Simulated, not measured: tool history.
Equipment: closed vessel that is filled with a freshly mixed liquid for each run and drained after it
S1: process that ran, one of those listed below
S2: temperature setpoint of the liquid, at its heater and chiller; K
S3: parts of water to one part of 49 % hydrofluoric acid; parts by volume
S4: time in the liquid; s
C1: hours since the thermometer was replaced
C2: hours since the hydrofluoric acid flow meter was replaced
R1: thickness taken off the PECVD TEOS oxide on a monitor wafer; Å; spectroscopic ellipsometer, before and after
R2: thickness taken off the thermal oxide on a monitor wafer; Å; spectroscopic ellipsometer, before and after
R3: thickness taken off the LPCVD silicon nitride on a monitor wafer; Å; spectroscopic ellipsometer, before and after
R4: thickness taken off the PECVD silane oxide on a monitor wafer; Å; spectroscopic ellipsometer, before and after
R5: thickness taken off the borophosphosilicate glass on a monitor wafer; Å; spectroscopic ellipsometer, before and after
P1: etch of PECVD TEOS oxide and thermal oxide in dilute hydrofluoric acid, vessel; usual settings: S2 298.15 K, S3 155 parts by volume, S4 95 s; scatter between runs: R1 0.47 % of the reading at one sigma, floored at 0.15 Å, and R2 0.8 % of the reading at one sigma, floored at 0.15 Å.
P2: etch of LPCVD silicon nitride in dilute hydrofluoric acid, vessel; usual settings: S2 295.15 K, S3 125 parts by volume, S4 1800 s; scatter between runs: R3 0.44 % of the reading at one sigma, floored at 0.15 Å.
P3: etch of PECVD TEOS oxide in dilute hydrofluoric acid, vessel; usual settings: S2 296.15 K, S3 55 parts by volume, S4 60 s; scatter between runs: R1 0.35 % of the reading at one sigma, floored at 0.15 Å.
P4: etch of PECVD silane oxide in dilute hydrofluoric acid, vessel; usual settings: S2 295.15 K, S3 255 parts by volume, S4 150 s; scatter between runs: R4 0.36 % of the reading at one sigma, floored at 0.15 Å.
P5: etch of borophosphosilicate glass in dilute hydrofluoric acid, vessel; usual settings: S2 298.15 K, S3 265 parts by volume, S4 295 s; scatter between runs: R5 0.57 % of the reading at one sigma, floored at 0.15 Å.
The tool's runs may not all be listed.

| run | day | S1 | S2 | S3 | S4 | C1 | C2 | R1 | R2 | R3 | R4 | R5 |
|---|---|---|---|---|---|---|---|---|---|---|---|---|
| 1 | 0.488 | P1 | 298.15 | 155 | 95 | 551.1 | 374.7 | 94.857 | 28.892 |  |  |  |
| 2 | 1.042 | P1 | 291.65 | 155 | 95 | 564.4 | 388 | 74.38 | 21.867 |  |  |  |
| 3 | 1.812 | P1 | 298.15 | 155 | 155 | 582.9 | 406.5 | 155.4 | 47.459 |  |  |  |
| 4 | 2.525 | P1 | 293.65 | 75 | 95 | 600 | 423.6 | 181.65 | 54.569 |  |  |  |
| 5 | 3.262 | P2 | 295.15 | 25 | 1800 | 617.7 | 441.3 |  |  | 289.74 |  |  |
| 6 | 4.004 | P4 | 295.15 | 255 | 255 | 635.5 | 459.1 |  |  |  | 115.73 |  |
| 7 | 4.754 | P4 | 290.15 | 255 | 150 | 653.5 | 477.1 |  |  |  | 56.537 |  |
| 8 | 5.192 | P1 | 298.15 | 30 | 95 | 664 | 487.6 | 576.64 | 176.16 |  |  |  |
| 9 | 5.562 | P5 | 290.15 | 265 | 295 | 672.9 | 496.5 |  |  |  |  | 328.25 |
| 10 | 6.35 | P3 | 296.15 | 85 | 60 | 691.8 | 515.4 | 70.731 |  |  |  |  |
| 11 | 6.829 | P2 | 295.15 | 125 | 235 | 703.3 | 526.9 |  |  | 8.0874 |  |  |
| 12 | 7.521 | P2 | 295.15 | 125 | 1800 | 719.9 | 543.5 |  |  | 60.274 |  |  |
| 13 | 8.283 | P1 | 294.65 | 155 | 175 | 738.2 | 561.8 | 153.79 | 46.543 |  |  |  |
| 14 | 8.671 | P5 | 298.15 | 265 | 295 | 747.5 | 571.1 |  |  |  |  | 441.34 |
| 15 | 9.417 | P1 | 306.65 | 155 | 95 | 765.4 | 589 | 131.27 | 38.772 |  |  |  |
| 16 | 10.183 | P1 | 298.15 | 155 | 95 | 783.8 | 607.4 | 95.93 | 28.834 |  |  |  |
| 17 | 10.838 | P3 | 296.15 | 55 | 30 | 799.5 | 623.1 | 57.447 |  |  |  |  |
| 18 | 11.621 | P4 | 295.15 | 255 | 150 | 818.3 | 641.9 |  |  |  | 68.176 |  |
| 19 | 12.067 | P1 | 298.15 | 155 | 95 | 829 | 652.6 | 95.618 | 28.647 |  |  |  |
| 20 | 12.442 | P1 | 298.15 | 155 | 95 | 838 | 661.6 | 95.377 | 28.313 |  |  |  |
| 21 | 13.117 | P3 | 304.15 | 55 | 60 | 854.2 | 677.8 | 156.9 |  |  |  |  |
| 22 | 13.575 | P1 | 298.15 | 155 | 95 | 865.2 | 688.8 | 95.681 | 28.246 |  |  |  |
| 23 | 13.967 | P1 | 298.15 | 155 | 40 | 874.6 | 698.2 | 40.075 | 12.191 |  |  |  |
| 24 | 14.467 | P3 | 296.15 | 55 | 60 | 886.6 | 710.2 | 114.03 |  |  |  |  |
| 25 | 14.971 | P2 | 290.15 | 125 | 1800 | 898.7 | 722.3 |  |  | 42.863 |  |  |
| 26 | 15.775 | P5 | 298.15 | 115 | 295 | 918 | 741.6 |  |  |  |  | 1192.8 |
| 27 | 16.133 | P4 | 295.15 | 115 | 150 | 926.6 | 750.2 |  |  |  | 173.88 |  |

What does the tool deliver on the next run?
| 28 | 16.617 | P1 | 298.15 | 255 | 95 | 938.2 | 761.8 | ? | ? |  |  |  |

Run 28 produced R1 52.138 Å, R2 15.805 Å.
